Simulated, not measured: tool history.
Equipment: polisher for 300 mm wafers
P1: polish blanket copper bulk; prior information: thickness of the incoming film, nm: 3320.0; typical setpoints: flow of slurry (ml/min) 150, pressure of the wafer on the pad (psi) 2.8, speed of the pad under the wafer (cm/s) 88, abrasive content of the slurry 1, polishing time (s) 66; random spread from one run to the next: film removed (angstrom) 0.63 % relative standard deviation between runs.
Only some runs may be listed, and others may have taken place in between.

run   hour  flow of slurry (ml/min)  pressure of the wafer on the pad (psi)  speed of the pad under the wafer (cm/s)  abrasive content of the slurry  polishing time (s)  film removed (angstrom)
  1   18.6                      150                                     2.8                                       88                               1                  66                   5542.3
  2   33.4                      150                                     2.8                                       88                               1                  38                   3206.1
  3   45.9                      195                                     2.8                                       88                               1                  66                   5768.2
  4   58.8                      150                                     1.4                                       88                               1                  66                   2782.5
  5   70.2                      150                                     2.2                                      120                               1                  66                   5914.7
  6     84                      150                                     2.8                                       88                               1                  66                   5565.2
  7   99.3                      150                                     2.8                                       56                               1                  66                   3502.9
  8  108.2                      150                                     4.2                                       88                             0.7                  66                   7768.8
     116.4  -- slurry blender recalibrated
  9  120.3                      150                                     2.8                                       88                               1                  66                   5513.7
 10  131.1                      150                                     2.8                                       88                             0.6                  66                   5002.6
 11  148.5                      150                                     3.5                                       88                            0.75                  66                   6562.2
 12  156.5                      150                                     2.8                                       88                            1.45                  66                   6045.4
 13  171.5                      150                                     2.8                                       88                               1                  66                   5613.9
 14  181.3                      150                                     2.8                                       88                               1                  84                   7108.4
 15  193.7                      150                                     2.8                                       88                               1                  66                   5511.9
 16  207.4                      150                                     3.9                                       88                               1                  66                   7765.8
 17  219.7                      150                                     2.8                                      136                               1                  66                   8554.1
 18  232.8                       90                                     2.8                                       88                               1                  66                   4917.3
 19  246.9                      150                                     2.8                                       88                               1                  66                   5627.7
 20    258                      150                                     2.8                                       88                               1                  66                   5406.9
 21  274.3                      150                                     2.8                                       88                               1                  66                   5208.1
 22  283.8                      150                                     2.8                                       88                               1                  66                   5182.7
     295.4  -- head pressure recalibrated
 23  296.2                      150                                     2.8                                       88                               1                  66                   5121.6
 24  314.1                      150                                     2.8                                       88                               1                  66                   5073.6
     314.6  -- slurry blender recalibrated
 25  330.2                      150                                     2.8                                       88                               1                  66                   5081.4
 26  343.9                      150                                     2.8                                       88                               1                  66                   4996.9

For run 27, what comes out?
 27  353.8                      150                                     2.8                                       88                               1                  66                        ?

{"run 27": {"film removed (angstrom)": 5054.8}}

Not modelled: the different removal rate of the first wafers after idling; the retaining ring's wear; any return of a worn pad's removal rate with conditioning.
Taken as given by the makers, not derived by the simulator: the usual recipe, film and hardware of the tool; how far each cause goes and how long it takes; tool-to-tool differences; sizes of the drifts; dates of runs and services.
